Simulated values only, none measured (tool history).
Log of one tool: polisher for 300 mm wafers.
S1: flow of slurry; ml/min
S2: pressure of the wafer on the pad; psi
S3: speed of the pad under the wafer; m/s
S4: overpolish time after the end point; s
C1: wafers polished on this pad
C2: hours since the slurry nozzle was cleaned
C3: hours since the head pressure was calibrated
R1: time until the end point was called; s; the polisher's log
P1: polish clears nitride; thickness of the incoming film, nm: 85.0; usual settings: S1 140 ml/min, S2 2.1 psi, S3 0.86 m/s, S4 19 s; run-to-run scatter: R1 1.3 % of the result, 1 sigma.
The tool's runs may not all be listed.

run   hour   S1   S2    S3  S4    C1     C2     C3       R1
  1    5.9  140  2.1  0.86  19   435  217.5  152.1  135.500
  2   11.7  140  2.1  1.34  19   475  223.3  157.9   86.981
  3   22.6  140  2.1  0.86  35   549  234.2  168.8  134.520
  4   28.5  140  2.1  0.60   6   590  240.1  174.7  192.230
  5   40.2  175  2.1  0.86  36   670  251.8  186.4  130.790
  6   48.7  185  2.1  0.86  19   728  260.3  194.9  129.950
  7   61.6  140  2.1  0.86  19   816  273.2  207.8  134.910
  8   73.0  140  2.1  0.86  19   894  284.6  219.2  136.570
  9   79.1  140  2.1  0.86   8   936  290.7  225.3  135.450
 10   92.0  140  2.1  0.46  19  1024  303.6  238.2  252.150
 11  103.6  140  2.1  0.86  19  1104  315.2  249.8  135.670
 12  116.2  140  2.8  0.86  19  1190  327.8  262.4  100.450
 13  126.7  140  1.0  0.86  19  1262  338.3  272.9  283.270
 14  134.4   85  2.1  0.86  19  1314  346.0  280.6  151.540
 15  145.2  140  2.1  0.86  19  1388  356.8  291.4  134.670
 16  151.6  140  2.1  0.86  19  1432  363.2  297.8  137.280
 17  162.2  140  2.1  0.86  19  1505  373.8  308.4  144.170
 18  173.1  140  2.1  0.86  19  1579  384.7  319.3  144.940
 19  182.6  140  2.1  0.86  19  1644  394.2  328.8  147.450
     190.4  -- head pressure recalibrated
 20  194.4  140  2.1  0.86  19  1725  406.0    4.1  147.480
 21  204.4  140  2.1  0.86  19  1793  416.0   14.1  147.190

Forecast run 22:
 22  213.3  140  2.1  0.86  19  1854  424.9  23.0   ?

Run 22 gave R1 146.990 s.
